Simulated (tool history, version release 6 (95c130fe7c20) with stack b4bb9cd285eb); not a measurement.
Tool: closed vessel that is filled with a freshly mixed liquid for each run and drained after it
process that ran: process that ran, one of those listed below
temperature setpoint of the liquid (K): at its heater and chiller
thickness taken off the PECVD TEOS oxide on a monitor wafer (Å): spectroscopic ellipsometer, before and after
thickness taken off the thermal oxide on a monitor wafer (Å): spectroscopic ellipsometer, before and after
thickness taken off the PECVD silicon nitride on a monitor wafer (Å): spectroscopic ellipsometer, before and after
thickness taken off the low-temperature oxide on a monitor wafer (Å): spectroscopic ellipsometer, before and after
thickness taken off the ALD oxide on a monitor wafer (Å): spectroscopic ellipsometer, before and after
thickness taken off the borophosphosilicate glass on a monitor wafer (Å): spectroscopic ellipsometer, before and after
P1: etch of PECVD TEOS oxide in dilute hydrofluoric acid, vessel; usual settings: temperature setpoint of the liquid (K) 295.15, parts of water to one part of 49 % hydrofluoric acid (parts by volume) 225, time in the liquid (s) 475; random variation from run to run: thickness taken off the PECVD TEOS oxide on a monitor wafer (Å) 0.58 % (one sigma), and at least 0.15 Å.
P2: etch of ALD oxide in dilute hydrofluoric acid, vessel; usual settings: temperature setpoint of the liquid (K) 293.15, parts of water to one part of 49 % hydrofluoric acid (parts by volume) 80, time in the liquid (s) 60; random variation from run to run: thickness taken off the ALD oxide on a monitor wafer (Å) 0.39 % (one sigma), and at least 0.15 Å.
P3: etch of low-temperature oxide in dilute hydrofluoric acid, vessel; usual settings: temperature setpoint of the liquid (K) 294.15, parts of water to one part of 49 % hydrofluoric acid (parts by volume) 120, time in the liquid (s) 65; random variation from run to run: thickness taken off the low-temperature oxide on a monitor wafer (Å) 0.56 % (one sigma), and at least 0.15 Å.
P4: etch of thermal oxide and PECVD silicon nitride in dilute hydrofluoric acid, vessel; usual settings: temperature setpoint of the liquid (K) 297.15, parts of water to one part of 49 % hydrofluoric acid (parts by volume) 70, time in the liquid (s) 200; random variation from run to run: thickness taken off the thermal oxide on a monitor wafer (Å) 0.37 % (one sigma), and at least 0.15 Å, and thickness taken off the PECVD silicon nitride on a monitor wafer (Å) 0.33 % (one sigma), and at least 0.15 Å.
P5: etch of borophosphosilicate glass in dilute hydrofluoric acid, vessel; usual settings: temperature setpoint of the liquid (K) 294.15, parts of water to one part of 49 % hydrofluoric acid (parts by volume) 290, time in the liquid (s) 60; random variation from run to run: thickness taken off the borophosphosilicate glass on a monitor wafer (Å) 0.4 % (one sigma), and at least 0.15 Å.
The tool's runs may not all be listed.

| run | hour | process that ran | temperature setpoint of the liquid (K) | parts of water to one part of 49 % hydrofluoric acid (parts by volume) | time in the liquid (s) | hours since the thermometer was replaced | hours since the hydrofluoric acid flow meter was replaced | thickness taken off the PECVD TEOS oxide on a monitor wafer (Å) | thickness taken off the thermal oxide on a monitor wafer (Å) | thickness taken off the PECVD silicon nitride on a monitor wafer (Å) | thickness taken off the low-temperature oxide on a monitor wafer (Å) | thickness taken off the ALD oxide on a monitor wafer (Å) | thickness taken off the borophosphosilicate glass on a monitor wafer (Å) |
|---|---|---|---|---|---|---|---|---|---|---|---|---|---|
| 1 | 9.9 | P1 | 295.15 | 225 | 475 | 453.3 | 825.4 | 207.500 |  |  |  |  |  |
| 2 | 18.3 | P1 | 300.65 | 225 | 475 | 461.7 | 833.8 | 256.140 |  |  |  |  |  |
| 3 | 28.0 | P1 | 295.15 | 225 | 475 | 471.4 | 843.5 | 211.130 |  |  |  |  |  |
| 4 | 35.1 | P1 | 295.15 | 225 | 475 | 478.5 | 850.6 | 208.130 |  |  |  |  |  |
| 5 | 42.2 | P1 | 295.15 | 225 | 475 | 485.6 | 857.7 | 211.510 |  |  |  |  |  |
| 6 | 50.4 | P4 | 304.15 | 70 | 200 | 493.8 | 865.9 |  | 169.850 | 178.870 |  |  |  |
| 7 | 55.6 | P3 | 294.15 | 120 | 125 | 499.0 | 871.1 |  |  |  | 96.178 |  |  |
| 8 | 60.9 | P1 | 290.15 | 225 | 475 | 504.3 | 876.4 | 171.530 |  |  |  |  |  |
| 9 | 69.6 | P2 | 293.15 | 80 | 60 | 513.0 | 885.1 |  |  |  |  | 152.300 |  |
| 10 | 78.5 | P1 | 295.15 | 350 | 475 | 521.9 | 894.0 | 120.360 |  |  |  |  |  |
| 11 | 85.5 | P3 | 294.15 | 120 | 65 | 528.9 | 901.0 |  |  |  | 50.011 |  |  |
| 12 | 94.5 | P3 | 290.15 | 120 | 65 | 537.9 | 910.0 |  |  |  | 42.363 |  |  |
| 13 | 99.9 | P2 | 293.15 | 80 | 30 | 543.3 | 915.4 |  |  |  |  | 76.430 |  |
| 14 | 105.8 | P5 | 294.15 | 290 | 60 | 549.2 | 921.3 |  |  |  |  |  | 85.273 |
| 15 | 113.6 | P4 | 297.15 | 70 | 200 | 557.0 | 929.1 |  | 129.420 | 113.720 |  |  |  |
| 16 | 120.5 | P5 | 290.15 | 290 | 60 | 563.9 | 936.0 |  |  |  |  |  | 73.359 |
| 17 | 127.6 | P2 | 293.15 | 145 | 60 | 571.0 | 943.1 |  |  |  |  | 78.363 |  |
| 18 | 136.6 | P2 | 293.15 | 80 | 60 | 580.0 | 952.1 |  |  |  |  | 153.750 |  |
| 19 | 143.9 | P1 | 295.15 | 225 | 215 | 587.3 | 959.4 | 95.503 |  |  |  |  |  |
| 20 | 151.6 | P5 | 294.15 | 465 | 60 | 595.0 | 967.1 |  |  |  |  |  | 46.044 |
| 21 | 160.0 | P1 | 295.15 | 100 | 475 | 603.4 | 975.5 | 541.430 |  |  |  |  |  |
| 22 | 167.9 | P1 | 295.15 | 225 | 775 | 611.3 | 983.4 | 340.940 |  |  |  |  |  |
| 23 | 177.2 | P1 | 290.15 | 225 | 715 | 620.6 | 992.7 | 259.530 |  |  |  |  |  |
| 24 | 182.4 | P4 | 297.15 | 125 | 200 | 625.8 | 997.9 |  | 68.098 | 64.224 |  |  |  |
| 25 | 191.6 | P3 | 294.15 | 120 | 65 | 635.0 | 1007.1 |  |  |  | 50.366 |  |  |
| 26 | 198.3 | P4 | 297.15 | 70 | 30 | 641.7 | 1013.8 |  | 19.409 | 16.683 |  |  |  |
| 27 | 206.0 | P4 | 297.15 | 70 | 200 | 649.4 | 1021.5 |  | 128.900 | 112.670 |  |  |  |
| 28 | 215.0 | P2 | 300.65 | 80 | 60 | 658.4 | 1030.5 |  |  |  |  | 205.850 |  |
| 29 | 225.3 | P1 | 295.15 | 225 | 475 | 668.7 | 1040.8 | 211.400 |  |  |  |  |  |
| 30 | 231.5 | P5 | 294.15 | 290 | 100 | 674.9 | 1047.0 |  |  |  |  |  | 142.550 |
| 31 | 236.2 | P3 | 294.15 | 25 | 65 | 679.6 | 1051.7 |  |  |  | 269.780 |  |  |
| 32 | 243.1 | P1 | 295.15 | 225 | 475 | 686.5 | 1058.6 | 207.730 |  |  |  |  |  |
| 33 | 249.3 | P1 | 295.15 | 225 | 475 | 692.7 | 1064.8 | 217.160 |  |  |  |  |  |
| 34 | 256.3 | P1 | 295.15 | 225 | 475 | 699.7 | 1071.8 | 220.040 |  |  |  |  |  |
| 35 | 264.0 | P1 | 295.15 | 225 | 475 | 707.4 | 1079.5 | 220.590 |  |  |  |  |  |
| 36 | 268.6 | P1 | 295.15 | 225 | 475 | 712.0 | 1084.1 | 222.800 |  |  |  |  |  |
| 37 | 275.2 | P1 | 295.15 | 225 | 475 | 718.6 | 1090.7 | 227.430 |  |  |  |  |  |
| 38 | 284.5 | P1 | 295.15 | 225 | 475 | 727.9 | 1100.0 | 224.840 |  |  |  |  |  |
| 39 | 292.0 | P1 | 295.15 | 225 | 475 | 735.4 | 1107.5 | 225.800 |  |  |  |  |  |
| 40 | 298.8 | P1 | 295.15 | 225 | 475 | 742.2 | 1114.3 | 224.530 |  |  |  |  |  |

What P1 gives has crept away from where it was. These 2 causes fit the log equally well, each at the size given:
A: liquid hotter than its thermometer reads (K) = 2.16
B: hydrofluoric acid flow above the setpoint (%) = 6.72
The creep began at about hour 243.1.

4 check runs are offered, one wafer each, their results left as question marks. Which one tells the causes apart?
| check 1 | 305.6 | P5 | 290.15 | 445 | 60 |  |  |  |  |  |  |  | ? |
| check 2 | 305.6 | P3 | 294.15 | 120 | 95 |  |  |  |  |  | ? |  |  |
| check 3 | 305.6 | P4 | 297.15 | 70 | 55 |  |  |  | ? | ? |  |  |  |
| check 4 | 305.6 | P2 | 299.65 | 105 | 60 |  |  |  |  |  |  | ? |  |

What each check would give under each cause:
| check | result | if A | if B |
|---|---|---|---|
| check 1 | thickness taken off the borophosphosilicate glass on a monitor wafer (Å) | 45.717 | 46.224 |
| check 2 | thickness taken off the low-temperature oxide on a monitor wafer (Å) | 79.368 | 78.391 |
| check 3 | thickness taken off the thermal oxide on a monitor wafer (Å) | 38.891 | 38.276 |
| check 3 | thickness taken off the PECVD silicon nitride on a monitor wafer (Å) | 35.831 | 33.106 |
| check 4 | thickness taken off the ALD oxide on a monitor wafer (Å) | 158.970 | 157.560 |
How far apart the two closest causes lie, in the result that separates them most: check 1 1.1 %; check 2 1.24 %; check 3 7.91 %; check 4 0.89 %
Check 3 tells the causes apart: in the others they would give nearly the same result.

Then check 3 was run and gave: thickness taken off the thermal oxide on a monitor wafer (Å) 38.784; thickness taken off the PECVD silicon nitride on a monitor wafer (Å) 35.738. Which cause is it?

It is A: liquid hotter than its thermometer reads (K).
